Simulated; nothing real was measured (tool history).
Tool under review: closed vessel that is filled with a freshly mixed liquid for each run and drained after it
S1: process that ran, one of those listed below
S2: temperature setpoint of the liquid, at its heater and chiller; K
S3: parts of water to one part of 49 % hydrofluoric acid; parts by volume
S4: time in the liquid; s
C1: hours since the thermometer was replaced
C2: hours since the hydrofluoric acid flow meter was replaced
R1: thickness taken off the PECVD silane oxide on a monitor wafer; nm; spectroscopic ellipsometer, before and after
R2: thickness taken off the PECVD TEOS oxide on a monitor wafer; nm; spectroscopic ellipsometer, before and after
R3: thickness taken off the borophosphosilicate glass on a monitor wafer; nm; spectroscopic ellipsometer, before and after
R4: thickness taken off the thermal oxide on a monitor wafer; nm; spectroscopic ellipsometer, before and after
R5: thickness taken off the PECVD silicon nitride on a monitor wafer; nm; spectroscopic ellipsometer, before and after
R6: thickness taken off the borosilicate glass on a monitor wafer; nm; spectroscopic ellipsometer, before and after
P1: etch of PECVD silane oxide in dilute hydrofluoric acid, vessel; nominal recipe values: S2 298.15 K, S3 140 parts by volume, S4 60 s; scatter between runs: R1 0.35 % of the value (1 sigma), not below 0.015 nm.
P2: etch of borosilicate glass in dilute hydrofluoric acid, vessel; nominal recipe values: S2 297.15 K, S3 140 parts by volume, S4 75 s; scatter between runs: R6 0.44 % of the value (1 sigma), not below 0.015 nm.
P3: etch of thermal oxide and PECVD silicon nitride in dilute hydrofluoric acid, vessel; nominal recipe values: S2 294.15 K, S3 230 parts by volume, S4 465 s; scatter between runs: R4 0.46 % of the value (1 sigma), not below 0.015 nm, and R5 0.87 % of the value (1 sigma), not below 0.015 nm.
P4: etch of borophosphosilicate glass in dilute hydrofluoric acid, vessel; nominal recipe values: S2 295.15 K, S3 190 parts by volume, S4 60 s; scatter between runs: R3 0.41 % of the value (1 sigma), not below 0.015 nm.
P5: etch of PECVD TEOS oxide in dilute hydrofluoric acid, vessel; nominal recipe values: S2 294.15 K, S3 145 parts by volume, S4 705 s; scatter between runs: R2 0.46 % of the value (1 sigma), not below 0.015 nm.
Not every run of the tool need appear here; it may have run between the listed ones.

| run | hour | S1 | S2 | S3 | S4 | C1 | C2 | R1 | R2 | R3 | R4 | R5 | R6 |
|---|---|---|---|---|---|---|---|---|---|---|---|---|---|
| 1 | 5.4 | P1 | 298.15 | 140 | 60 | 1498.4 | 744.6 | 12.072 |  |  |  |  |  |
| 2 | 9.2 | P1 | 298.15 | 35 | 60 | 1502.2 | 748.4 | 55.464 |  |  |  |  |  |
| 3 | 15.8 | P5 | 294.15 | 145 | 705 | 1508.8 | 755 |  | 57.784 |  |  |  |  |
|  | 19 | thermometer replaced |
| 4 | 23.6 | P1 | 290.15 | 140 | 60 | 4.6 | 762.8 | 8.8286 |  |  |  |  |  |
| 5 | 31 | P1 | 298.15 | 140 | 110 | 12 | 770.2 | 22.227 |  |  |  |  |  |
| 6 | 35.6 | P4 | 299.65 | 190 | 60 | 16.6 | 774.8 |  |  | 14.778 |  |  |  |
| 7 | 41.1 | P1 | 298.15 | 140 | 60 | 22.1 | 780.3 | 12.155 |  |  |  |  |  |
| 8 | 47 | P1 | 298.15 | 140 | 60 | 28 | 786.2 | 12.241 |  |  |  |  |  |
| 9 | 51.4 | P3 | 290.15 | 230 | 465 | 32.4 | 790.6 |  |  |  | 6.4432 | 2.5238 |  |
| 10 | 59 | P4 | 295.15 | 120 | 60 | 40 | 798.2 |  |  | 21.445 |  |  |  |
| 11 | 63 | P2 | 297.15 | 140 | 75 | 44 | 802.2 |  |  |  |  |  | 28.044 |
| 12 | 70.2 | P2 | 302.65 | 140 | 75 | 51.2 | 809.4 |  |  |  |  |  | 34.956 |
| 13 | 76.4 | P3 | 294.15 | 230 | 465 | 57.4 | 815.6 |  |  |  | 7.5845 | 3.2496 |  |
| 14 | 83.1 | P2 | 297.15 | 140 | 75 | 64.1 | 822.3 |  |  |  |  |  | 27.933 |
| 15 | 89.9 | P5 | 290.15 | 145 | 705 | 70.9 | 829.1 |  | 49.508 |  |  |  |  |
| 16 | 97.4 | P2 | 297.15 | 140 | 110 | 78.4 | 836.6 |  |  |  |  |  | 41.136 |
| 17 | 103.1 | P4 | 295.15 | 190 | 60 | 84.1 | 842.3 |  |  | 12.653 |  |  |  |
| 18 | 110.8 | P5 | 294.15 | 145 | 180 | 91.8 | 850 |  | 14.868 |  |  |  |  |
| 19 | 116 | P3 | 294.15 | 230 | 465 | 97 | 855.2 |  |  |  | 7.6063 | 3.2837 |  |
| 20 | 122.1 | P5 | 294.15 | 55 | 705 | 103.1 | 861.3 |  | 170.63 |  |  |  |  |
| 21 | 127.9 | P3 | 294.15 | 420 | 465 | 108.9 | 867.1 |  |  |  | 3.5059 | 1.8382 |  |
| 22 | 133.2 | P1 | 298.15 | 140 | 60 | 114.2 | 872.4 | 12.191 |  |  |  |  |  |
| 23 | 136.9 | P1 | 303.15 | 140 | 60 | 117.9 | 876.1 | 14.645 |  |  |  |  |  |
| 24 | 142.1 | P1 | 298.15 | 140 | 30 | 123.1 | 881.3 | 6.0512 |  |  |  |  |  |
| 25 | 149.3 | P1 | 298.15 | 215 | 60 | 130.3 | 888.5 | 7.2911 |  |  |  |  |  |
| 26 | 155.8 | P4 | 295.15 | 190 | 110 | 136.8 | 895 |  |  | 23.075 |  |  |  |
| 27 | 161.5 | P2 | 297.15 | 215 | 75 | 142.5 | 900.7 |  |  |  |  |  | 16.852 |
| 28 | 167.8 | P1 | 303.15 | 65 | 60 | 148.8 | 907 | 35.075 |  |  |  |  |  |
| 29 | 171.5 | P3 | 294.15 | 230 | 200 | 152.5 | 910.7 |  |  |  | 3.294 | 1.3948 |  |
| 30 | 178.8 | P1 | 298.15 | 140 | 60 | 159.8 | 918 | 12.179 |  |  |  |  |  |
| 31 | 186 | P1 | 298.15 | 140 | 60 | 167 | 925.2 | 11.685 |  |  |  |  |  |
| 32 | 192.6 | P1 | 298.15 | 140 | 60 | 173.6 | 931.8 | 11.364 |  |  |  |  |  |
| 33 | 198.1 | P1 | 298.15 | 140 | 60 | 179.1 | 937.3 | 11.31 |  |  |  |  |  |

Forecast run 34:
| 34 | 205.6 | P1 | 298.15 | 140 | 60 | 186.6 | 944.8 | ? |  |  |  |  |  |

R1: 11.261 nm

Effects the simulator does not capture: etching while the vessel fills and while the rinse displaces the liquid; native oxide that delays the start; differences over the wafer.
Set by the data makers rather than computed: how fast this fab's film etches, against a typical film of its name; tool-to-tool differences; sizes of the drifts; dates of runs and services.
